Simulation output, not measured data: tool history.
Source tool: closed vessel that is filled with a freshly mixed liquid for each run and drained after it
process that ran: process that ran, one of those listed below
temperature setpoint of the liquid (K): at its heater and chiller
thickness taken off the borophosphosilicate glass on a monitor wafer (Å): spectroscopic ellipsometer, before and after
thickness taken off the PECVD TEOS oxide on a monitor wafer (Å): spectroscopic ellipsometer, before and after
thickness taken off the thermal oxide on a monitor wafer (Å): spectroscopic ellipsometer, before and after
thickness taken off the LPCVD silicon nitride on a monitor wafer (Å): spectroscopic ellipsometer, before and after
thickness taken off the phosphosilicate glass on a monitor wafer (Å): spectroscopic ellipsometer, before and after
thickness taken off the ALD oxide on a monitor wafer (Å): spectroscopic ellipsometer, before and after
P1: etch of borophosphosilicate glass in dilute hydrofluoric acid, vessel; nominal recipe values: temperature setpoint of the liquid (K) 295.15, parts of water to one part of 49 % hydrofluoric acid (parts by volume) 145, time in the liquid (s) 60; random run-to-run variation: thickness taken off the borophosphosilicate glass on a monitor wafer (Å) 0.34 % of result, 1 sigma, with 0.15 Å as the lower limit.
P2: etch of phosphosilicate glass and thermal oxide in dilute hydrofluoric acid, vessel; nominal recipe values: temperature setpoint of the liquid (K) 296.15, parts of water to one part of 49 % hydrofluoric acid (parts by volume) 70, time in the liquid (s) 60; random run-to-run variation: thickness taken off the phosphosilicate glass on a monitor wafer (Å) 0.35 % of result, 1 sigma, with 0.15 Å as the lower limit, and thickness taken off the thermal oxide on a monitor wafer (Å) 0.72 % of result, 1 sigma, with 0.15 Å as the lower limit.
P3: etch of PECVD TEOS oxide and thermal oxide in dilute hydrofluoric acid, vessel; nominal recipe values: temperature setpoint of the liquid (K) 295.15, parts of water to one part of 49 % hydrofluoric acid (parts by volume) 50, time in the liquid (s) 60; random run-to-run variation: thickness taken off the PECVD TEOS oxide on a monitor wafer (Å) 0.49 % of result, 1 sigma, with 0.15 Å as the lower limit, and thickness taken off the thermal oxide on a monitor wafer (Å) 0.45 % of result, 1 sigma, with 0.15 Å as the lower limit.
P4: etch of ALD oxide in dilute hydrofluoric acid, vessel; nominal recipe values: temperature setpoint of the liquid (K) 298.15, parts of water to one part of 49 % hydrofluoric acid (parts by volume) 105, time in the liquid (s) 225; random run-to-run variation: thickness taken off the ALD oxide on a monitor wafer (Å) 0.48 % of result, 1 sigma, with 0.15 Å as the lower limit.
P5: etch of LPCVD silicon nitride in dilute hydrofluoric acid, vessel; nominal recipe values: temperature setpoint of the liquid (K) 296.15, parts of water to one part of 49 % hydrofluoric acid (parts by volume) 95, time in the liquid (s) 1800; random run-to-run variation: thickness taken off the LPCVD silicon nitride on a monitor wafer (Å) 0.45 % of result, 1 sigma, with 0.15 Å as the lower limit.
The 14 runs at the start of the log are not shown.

run	hour	process that ran	temperature setpoint of the liquid (K)	parts of water to one part of 49 % hydrofluoric acid (parts by volume)	time in the liquid (s)	thickness taken off the borophosphosilicate glass on a monitor wafer (Å)	thickness taken off the PECVD TEOS oxide on a monitor wafer (Å)	thickness taken off the thermal oxide on a monitor wafer (Å)	thickness taken off the LPCVD silicon nitride on a monitor wafer (Å)	thickness taken off the phosphosilicate glass on a monitor wafer (Å)	thickness taken off the ALD oxide on a monitor wafer (Å)
15	125.1	P1	291.65	85	60	284.960					
16	131.0	P1	295.15	85	60	328.740					
17	139.9	P2	296.15	110	60			22.873		408.70	
18	145.2	P3	295.15	75	60		177.85	35.266			
19	155.1	P4	298.15	105	225						303.83
20	160.7	P5	296.15	20	1800				385.270		
21	170.5	P5	296.15	95	2700				127.590		
22	179.4	P4	305.15	105	225						395.12
23	184.7	P2	296.15	70	60			39.025		668.66	
24	195.3	P1	291.15	145	30	76.756					
25	203.8	P3	295.15	50	60		275.40	54.553			
26	212.7	P3	295.15	50	60		274.57	54.696			
27	219.3	P1	295.15	145	30	90.508					
28	228.1	P4	298.15	105	370						497.03

Run 29 has not been measured yet. What should we expect?
29	234.7	P2	296.15	70	60			?		?	

thickness taken off the thermal oxide on a monitor wafer (Å): 38.452
thickness taken off the phosphosilicate glass on a monitor wafer (Å): 669.54
